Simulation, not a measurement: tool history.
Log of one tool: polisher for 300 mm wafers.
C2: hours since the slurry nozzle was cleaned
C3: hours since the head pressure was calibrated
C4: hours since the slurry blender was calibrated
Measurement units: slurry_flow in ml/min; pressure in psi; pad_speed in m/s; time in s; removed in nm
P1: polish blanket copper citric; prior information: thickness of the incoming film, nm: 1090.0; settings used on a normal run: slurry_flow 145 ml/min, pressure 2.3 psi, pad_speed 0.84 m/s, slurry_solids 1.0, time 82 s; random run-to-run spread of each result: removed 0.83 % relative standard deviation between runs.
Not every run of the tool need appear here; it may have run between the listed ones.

Run 1, hour 8.5: slurry_flow 145 ml/min, pressure 2.3 psi, pad_speed 0.84 m/s, slurry_solids 1.0, time 82 s; wafers polished on this pad 552; C2 195.9; C3 84.2; C4 236.2. Result: removed 105.880 nm.
Run 2, hour 22.5: slurry_flow 145 ml/min, pressure 1.3 psi, pad_speed 1.04 m/s, slurry_solids 1.0, time 82 s; wafers polished on this pad 694; C2 209.9; C3 98.2; C4 250.2. Result: removed 73.811 nm.
Run 3, hour 40.2: slurry_flow 145 ml/min, pressure 2.3 psi, pad_speed 1.32 m/s, slurry_solids 1.0, time 82 s; wafers polished on this pad 873; C2 227.6; C3 115.9; C4 267.9. Result: removed 163.700 nm.
At hour 46.5: slurry blender recalibrated.
Run 4, hour 58.6: slurry_flow 145 ml/min, pressure 2.3 psi, pad_speed 0.84 m/s, slurry_solids 1.0, time 82 s; wafers polished on this pad 1060; C2 246.0; C3 134.3; C4 12.1. Result: removed 105.670 nm.
Run 5, hour 70.4: slurry_flow 145 ml/min, pressure 2.3 psi, pad_speed 0.84 m/s, slurry_solids 1.0, time 82 s; wafers polished on this pad 1179; C2 257.8; C3 146.1; C4 23.9. Result: removed 104.280 nm.
Run 6, hour 83.0: slurry_flow 145 ml/min, pressure 2.3 psi, pad_speed 0.84 m/s, slurry_solids 1.5, time 82 s; wafers polished on this pad 1307; C2 270.4; C3 158.7; C4 36.5. Result: removed 114.820 nm.
At hour 89.9: head pressure recalibrated.
Run 7, hour 96.6: slurry_flow 145 ml/min, pressure 3.3 psi, pad_speed 0.84 m/s, slurry_solids 1.0, time 82 s; wafers polished on this pad 1445; C2 284.0; C3 6.8; C4 50.1. Result: removed 148.020 nm.
Run 8, hour 109.5: slurry_flow 145 ml/min, pressure 2.3 psi, pad_speed 0.84 m/s, slurry_solids 0.7, time 82 s; wafers polished on this pad 1575; C2 296.9; C3 19.7; C4 63.0. Result: removed 97.477 nm.
Run 9, hour 118.5: slurry_flow 145 ml/min, pressure 2.3 psi, pad_speed 0.84 m/s, slurry_solids 1.0, time 82 s; wafers polished on this pad 1667; C2 305.9; C3 28.7; C4 72.0. Result: removed 105.500 nm.
Run 10, hour 135.2: slurry_flow 225 ml/min, pressure 2.3 psi, pad_speed 0.84 m/s, slurry_solids 1.0, time 82 s; wafers polished on this pad 1836; C2 322.6; C3 45.4; C4 88.7. Result: removed 113.920 nm.
Run 11, hour 145.9: slurry_flow 145 ml/min, pressure 2.3 psi, pad_speed 1.20 m/s, slurry_solids 0.8, time 82 s; wafers polished on this pad 1944; C2 333.3; C3 56.1; C4 99.4. Result: removed 140.510 nm.
Run 12, hour 155.9: slurry_flow 85 ml/min, pressure 2.3 psi, pad_speed 0.84 m/s, slurry_solids 1.0, time 82 s; wafers polished on this pad 2045; C2 343.3; C3 66.1; C4 109.4. Result: removed 93.220 nm.
Run 13, hour 171.1: slurry_flow 145 ml/min, pressure 1.7 psi, pad_speed 0.84 m/s, slurry_solids 1.0, time 82 s; wafers polished on this pad 2199; C2 358.5; C3 81.3; C4 124.6. Result: removed 79.373 nm.
Run 14, hour 180.8: slurry_flow 145 ml/min, pressure 2.3 psi, pad_speed 0.42 m/s, slurry_solids 1.0, time 82 s; wafers polished on this pad 2298; C2 368.2; C3 91.0; C4 134.3. Result: removed 54.126 nm.
Run 15, hour 189.4: slurry_flow 145 ml/min, pressure 2.3 psi, pad_speed 0.84 m/s, slurry_solids 1.0, time 82 s; wafers polished on this pad 2385; C2 376.8; C3 99.6; C4 142.9. Result: removed 105.880 nm.
Run 16, hour 205.3: slurry_flow 145 ml/min, pressure 2.3 psi, pad_speed 0.84 m/s, slurry_solids 1.0, time 37 s; wafers polished on this pad 2546; C2 392.7; C3 115.5; C4 158.8. Result: removed 47.580 nm.
Run 17, hour 216.5: slurry_flow 145 ml/min, pressure 2.3 psi, pad_speed 0.84 m/s, slurry_solids 1.0, time 106 s; wafers polished on this pad 2659; C2 403.9; C3 126.7; C4 170.0. Result: removed 138.020 nm.
Run 18, hour 231.2: slurry_flow 145 ml/min, pressure 2.3 psi, pad_speed 0.84 m/s, slurry_solids 1.0, time 82 s; wafers polished on this pad 2808; C2 418.6; C3 141.4; C4 184.7. Result: removed 105.260 nm.
Run 19, hour 243.0: slurry_flow 145 ml/min, pressure 2.3 psi, pad_speed 0.84 m/s, slurry_solids 1.0, time 82 s; wafers polished on this pad 2928; C2 430.4; C3 153.2; C4 196.5. Result: removed 102.630 nm.
Run 20, hour 253.9: slurry_flow 145 ml/min, pressure 2.3 psi, pad_speed 0.84 m/s, slurry_solids 1.0, time 82 s; wafers polished on this pad 3038; C2 441.3; C3 164.1; C4 207.4. Result: removed 101.760 nm.
Run 21, hour 270.0: slurry_flow 145 ml/min, pressure 2.3 psi, pad_speed 0.84 m/s, slurry_solids 1.0, time 82 s; wafers polished on this pad 3201; C2 457.4; C3 180.2; C4 223.5. Result: removed 99.250 nm.
Run 22, hour 288.1: slurry_flow 145 ml/min, pressure 2.3 psi, pad_speed 0.84 m/s, slurry_solids 1.0, time 82 s; wafers polished on this pad 3385; C2 475.5; C3 198.3; C4 241.6. Result: removed 97.390 nm.
Run 23, hour 302.2: slurry_flow 145 ml/min, pressure 2.3 psi, pad_speed 0.84 m/s, slurry_solids 1.0, time 82 s; wafers polished on this pad 3527; C2 489.6; C3 212.4; C4 255.7. Result: removed 99.274 nm.
Run 24, hour 313.1: slurry_flow 145 ml/min, pressure 2.3 psi, pad_speed 0.84 m/s, slurry_solids 1.0, time 82 s; wafers polished on this pad 3638; C2 500.5; C3 223.3; C4 266.6. Result: removed 97.875 nm.

Run 25 comes next. What will it give?
Run 25, hour 322.5: slurry_flow 145 ml/min, pressure 2.3 psi, pad_speed 0.84 m/s, slurry_solids 1.0, time 82 s; wafers polished on this pad 3733; C2 509.9; C3 232.7; C4 276.0. Result: removed ?.

removed: 97.858 nm

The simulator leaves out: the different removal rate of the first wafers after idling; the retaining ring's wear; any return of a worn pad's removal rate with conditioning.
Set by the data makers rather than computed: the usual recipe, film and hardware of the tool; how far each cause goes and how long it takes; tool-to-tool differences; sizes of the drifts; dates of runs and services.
